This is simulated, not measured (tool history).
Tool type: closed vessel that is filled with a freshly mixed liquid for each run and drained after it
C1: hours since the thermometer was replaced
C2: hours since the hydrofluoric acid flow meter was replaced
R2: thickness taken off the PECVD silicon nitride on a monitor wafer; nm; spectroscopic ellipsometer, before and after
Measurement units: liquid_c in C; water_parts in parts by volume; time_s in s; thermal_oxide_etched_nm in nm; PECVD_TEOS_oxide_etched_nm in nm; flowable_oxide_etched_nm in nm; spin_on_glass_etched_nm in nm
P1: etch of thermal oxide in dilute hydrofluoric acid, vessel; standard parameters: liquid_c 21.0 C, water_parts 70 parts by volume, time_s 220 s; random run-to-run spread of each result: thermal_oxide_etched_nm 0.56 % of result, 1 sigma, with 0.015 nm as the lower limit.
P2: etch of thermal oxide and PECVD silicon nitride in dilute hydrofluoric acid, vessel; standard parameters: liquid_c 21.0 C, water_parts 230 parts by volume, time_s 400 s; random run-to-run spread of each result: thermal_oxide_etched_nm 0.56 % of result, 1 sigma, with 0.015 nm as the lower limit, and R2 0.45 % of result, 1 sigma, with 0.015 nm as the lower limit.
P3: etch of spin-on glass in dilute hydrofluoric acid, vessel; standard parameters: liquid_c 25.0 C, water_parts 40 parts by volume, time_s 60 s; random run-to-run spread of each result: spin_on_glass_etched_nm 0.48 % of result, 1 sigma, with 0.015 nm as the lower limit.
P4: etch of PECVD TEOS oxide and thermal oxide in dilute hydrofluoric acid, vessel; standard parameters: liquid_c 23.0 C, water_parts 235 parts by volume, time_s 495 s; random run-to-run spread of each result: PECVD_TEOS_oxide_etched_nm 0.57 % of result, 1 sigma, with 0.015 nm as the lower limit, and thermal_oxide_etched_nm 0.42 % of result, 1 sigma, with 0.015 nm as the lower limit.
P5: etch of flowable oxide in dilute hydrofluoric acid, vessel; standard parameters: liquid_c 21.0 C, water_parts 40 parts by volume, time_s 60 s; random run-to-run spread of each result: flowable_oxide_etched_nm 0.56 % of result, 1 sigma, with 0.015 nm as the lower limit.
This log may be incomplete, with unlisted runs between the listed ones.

{"run": 1, "hour": 3.8, "process": "P1", "liquid_c": 21.0, "water_parts": 70, "time_s": 220, "C1": 172.1, "C2": 145.6, "thermal_oxide_etched_nm": 13.401}
{"run": 2, "hour": 7.9, "process": "P1", "liquid_c": 21.0, "water_parts": 70, "time_s": 220, "C1": 176.2, "C2": 149.7, "thermal_oxide_etched_nm": 13.441}
{"run": 3, "hour": 10.5, "process": "P2", "liquid_c": 21.0, "water_parts": 45, "time_s": 400, "C1": 178.8, "C2": 152.3, "thermal_oxide_etched_nm": 40.063, "R2": 40.853}
{"run": 4, "hour": 13.0, "process": "P4", "liquid_c": 23.0, "water_parts": 235, "time_s": 970, "C1": 181.3, "C2": 154.8, "thermal_oxide_etched_nm": 15.212, "PECVD_TEOS_oxide_etched_nm": 32.122}
{"run": 5, "hour": 17.1, "process": "P5", "liquid_c": 21.0, "water_parts": 40, "time_s": 60, "C1": 185.4, "C2": 158.9, "flowable_oxide_etched_nm": 45.726}
{"run": 6, "hour": 21.7, "process": "P1", "liquid_c": 21.0, "water_parts": 70, "time_s": 220, "C1": 190.0, "C2": 163.5, "thermal_oxide_etched_nm": 13.549}
{"run": 7, "hour": 24.8, "process": "P1", "liquid_c": 21.0, "water_parts": 70, "time_s": 220, "C1": 193.1, "C2": 166.6, "thermal_oxide_etched_nm": 13.424}
{"run": 8, "hour": 29.3, "process": "P3", "liquid_c": 25.0, "water_parts": 20, "time_s": 60, "C1": 197.6, "C2": 171.1, "spin_on_glass_etched_nm": 91.684}
{"run": 9, "hour": 32.9, "process": "P1", "liquid_c": 21.0, "water_parts": 70, "time_s": 220, "C1": 201.2, "C2": 174.7, "thermal_oxide_etched_nm": 13.483}
{"run": 10, "hour": 35.2, "process": "P1", "liquid_c": 21.0, "water_parts": 40, "time_s": 220, "C1": 203.5, "C2": 177.0, "thermal_oxide_etched_nm": 24.329}
{"run": 11, "hour": 37.6, "process": "P1", "liquid_c": 21.0, "water_parts": 70, "time_s": 410, "C1": 205.9, "C2": 179.4, "thermal_oxide_etched_nm": 25.072}
{"run": 12, "hour": 41.9, "process": "P1", "liquid_c": 17.5, "water_parts": 105, "time_s": 220, "C1": 210.2, "C2": 183.7, "thermal_oxide_etched_nm": 7.4318}
{"run": 13, "hour": 45.7, "process": "P1", "liquid_c": 21.0, "water_parts": 70, "time_s": 220, "C1": 214.0, "C2": 187.5, "thermal_oxide_etched_nm": 13.465}
{"run": 14, "hour": 48.3, "process": "P1", "liquid_c": 21.0, "water_parts": 120, "time_s": 75, "C1": 216.6, "C2": 190.1, "thermal_oxide_etched_nm": 2.5184}
{"run": 15, "hour": 51.6, "process": "P3", "liquid_c": 25.0, "water_parts": 40, "time_s": 60, "C1": 219.9, "C2": 193.4, "spin_on_glass_etched_nm": 44.894}
{"run": 16, "hour": 55.3, "process": "P2", "liquid_c": 21.0, "water_parts": 230, "time_s": 400, "C1": 223.6, "C2": 197.1, "thermal_oxide_etched_nm": 6.3182, "R2": 8.272}
{"run": 17, "hour": 60.2, "process": "P1", "liquid_c": 21.0, "water_parts": 70, "time_s": 110, "C1": 228.5, "C2": 202.0, "thermal_oxide_etched_nm": 6.7512}
{"run": 18, "hour": 62.9, "process": "P1", "liquid_c": 17.0, "water_parts": 70, "time_s": 220, "C1": 231.2, "C2": 204.7, "thermal_oxide_etched_nm": 11.453}
{"run": 19, "hour": 67.3, "process": "P4", "liquid_c": 23.0, "water_parts": 60, "time_s": 495, "C1": 235.6, "C2": 209.1, "thermal_oxide_etched_nm": 37.015, "PECVD_TEOS_oxide_etched_nm": 77.802}
{"run": 20, "hour": 72.0, "process": "P5", "liquid_c": 21.0, "water_parts": 20, "time_s": 60, "C1": 240.3, "C2": 213.8, "flowable_oxide_etched_nm": 93.562}
{"run": 21, "hour": 74.3, "process": "P4", "liquid_c": 23.0, "water_parts": 235, "time_s": 495, "C1": 242.6, "C2": 216.1, "thermal_oxide_etched_nm": 7.7888, "PECVD_TEOS_oxide_etched_nm": 16.283}
{"run": 22, "hour": 77.2, "process": "P5", "liquid_c": 17.0, "water_parts": 40, "time_s": 60, "C1": 245.5, "C2": 219.0, "flowable_oxide_etched_nm": 38.471}
{"run": 23, "hour": 80.2, "process": "P3", "liquid_c": 33.0, "water_parts": 40, "time_s": 60, "C1": 248.5, "C2": 222.0, "spin_on_glass_etched_nm": 61.304}
{"run": 24, "hour": 84.3, "process": "P3", "liquid_c": 25.0, "water_parts": 40, "time_s": 110, "C1": 252.6, "C2": 226.1, "spin_on_glass_etched_nm": 81.866}
{"run": 25, "hour": 89.3, "process": "P3", "liquid_c": 25.0, "water_parts": 40, "time_s": 60, "C1": 257.6, "C2": 231.1, "spin_on_glass_etched_nm": 44.465}
{"run": 26, "hour": 93.5, "process": "P1", "liquid_c": 24.5, "water_parts": 100, "time_s": 220, "C1": 261.8, "C2": 235.3, "thermal_oxide_etched_nm": 10.353}
{"run": 27, "hour": 96.8, "process": "P1", "liquid_c": 21.0, "water_parts": 110, "time_s": 220, "C1": 265.1, "C2": 238.6, "thermal_oxide_etched_nm": 8.2358}
{"run": 28, "hour": 100.5, "process": "P5", "liquid_c": 21.0, "water_parts": 40, "time_s": 30, "C1": 268.8, "C2": 242.3, "flowable_oxide_etched_nm": 23.063}
{"run": 29, "hour": 105.6, "process": "P4", "liquid_c": 17.0, "water_parts": 235, "time_s": 495, "C1": 273.9, "C2": 247.4, "thermal_oxide_etched_nm": 6.1662, "PECVD_TEOS_oxide_etched_nm": 13.049}
{"run": 30, "hour": 108.3, "process": "P1", "liquid_c": 29.0, "water_parts": 70, "time_s": 220, "C1": 276.6, "C2": 250.1, "thermal_oxide_etched_nm": 18.325}
{"run": 31, "hour": 110.8, "process": "P2", "liquid_c": 21.0, "water_parts": 230, "time_s": 785, "C1": 279.1, "C2": 252.6, "thermal_oxide_etched_nm": 12.379, "R2": 16.145}
{"run": 32, "hour": 113.7, "process": "P2", "liquid_c": 29.0, "water_parts": 230, "time_s": 400, "C1": 282.0, "C2": 255.5, "thermal_oxide_etched_nm": 8.4646, "R2": 13.662}
{"run": 33, "hour": 118.6, "process": "P1", "liquid_c": 21.0, "water_parts": 70, "time_s": 220, "C1": 286.9, "C2": 260.4, "thermal_oxide_etched_nm": 13.489}
{"run": 34, "hour": 121.2, "process": "P1", "liquid_c": 21.0, "water_parts": 70, "time_s": 220, "C1": 289.5, "C2": 263.0, "thermal_oxide_etched_nm": 13.185}
{"run": 35, "hour": 124.4, "process": "P1", "liquid_c": 21.0, "water_parts": 70, "time_s": 220, "C1": 292.7, "C2": 266.2, "thermal_oxide_etched_nm": 12.883}
{"run": 36, "hour": 127.6, "process": "P1", "liquid_c": 21.0, "water_parts": 70, "time_s": 220, "C1": 295.9, "C2": 269.4, "thermal_oxide_etched_nm": 12.779}
{"run": 37, "hour": 130.6, "process": "P1", "liquid_c": 21.0, "water_parts": 70, "time_s": 220, "C1": 298.9, "C2": 272.4, "thermal_oxide_etched_nm": 12.815}
{"run": 38, "hour": 133.9, "process": "P1", "liquid_c": 21.0, "water_parts": 70, "time_s": 220, "C1": 302.2, "C2": 275.7, "thermal_oxide_etched_nm": 12.708}
{"run": 39, "hour": 136.4, "process": "P1", "liquid_c": 21.0, "water_parts": 70, "time_s": 220, "C1": 304.7, "C2": 278.2, "thermal_oxide_etched_nm": 12.584}
{"run": 40, "hour": 139.8, "process": "P1", "liquid_c": 21.0, "water_parts": 70, "time_s": 220, "C1": 308.1, "C2": 281.6, "thermal_oxide_etched_nm": 12.484}
{"run": 41, "hour": 142.9, "process": "P1", "liquid_c": 21.0, "water_parts": 70, "time_s": 220, "C1": 311.2, "C2": 284.7, "thermal_oxide_etched_nm": 12.43}
{"run": 42, "hour": 147.8, "process": "P1", "liquid_c": 21.0, "water_parts": 70, "time_s": 220, "C1": 316.1, "C2": 289.6, "thermal_oxide_etched_nm": 12.408}
{"run": 43, "hour": 151.8, "process": "P1", "liquid_c": 21.0, "water_parts": 70, "time_s": 220, "C1": 320.1, "C2": 293.6, "thermal_oxide_etched_nm": 12.427}

Something has made what P1 gives creep away from where it was; the 2 causes below, each at its own stated size, fit the log equally well:
A: hydrofluoric acid flow below the setpoint (%) = 6.74
B: liquid colder than its thermometer reads (K) = 1.81
The onset of the drift is placed at about hour 118.6.

4 check runs are offered, one wafer each, their results left as question marks. Which one tells the causes apart?
{"run": "check 1", "hour": 155.8, "process": "P2", "liquid_c": 21.0, "water_parts": 230, "time_s": 695, "thermal_oxide_etched_nm": "?", "R2": "?"}
{"run": "check 2", "hour": 155.8, "process": "P5", "liquid_c": 17.5, "water_parts": 40, "time_s": 60, "flowable_oxide_etched_nm": "?"}
{"run": "check 3", "hour": 155.8, "process": "P3", "liquid_c": 29.5, "water_parts": 20, "time_s": 60, "spin_on_glass_etched_nm": "?"}
{"run": "check 4", "hour": 155.8, "process": "P4", "liquid_c": 18.5, "water_parts": 95, "time_s": 495, "thermal_oxide_etched_nm": "?", "PECVD_TEOS_oxide_etched_nm": "?"}

Check results expected under each cause:
check=check_1 result=thermal_oxide_etched_nm if_A=10.0760 if_B=10.2510
check=check_1 result=R2 if_A=13.430 if_B=12.781
check=check_2 result=flowable_oxide_etched_nm if_A=36.548 if_B=36.313
check=check_3 result=spin_on_glass_etched_nm if_A=102.930 if_B=102.760
check=check_4 result=thermal_oxide_etched_nm if_A=17.2160 if_B=17.2350
check=check_4 result=PECVD_TEOS_oxide_etched_nm if_A=36.306 if_B=36.344
Gap, in per cent, between the two causes that each check separates least, read from the result that separates them most: check 1 4.95 %; check 2 0.64 %; check 3 0.17 %; check 4 0.11 %
Of the check runs offered, only check 1 discriminates between the causes; the rest would read about the same regardless of which cause applies.

Check 1 was carried out, with these results: thermal_oxide_etched_nm 10.2130 nm; R2 12.770 nm. Which of the listed causes is responsible?

The cause is B: liquid colder than its thermometer reads (K).

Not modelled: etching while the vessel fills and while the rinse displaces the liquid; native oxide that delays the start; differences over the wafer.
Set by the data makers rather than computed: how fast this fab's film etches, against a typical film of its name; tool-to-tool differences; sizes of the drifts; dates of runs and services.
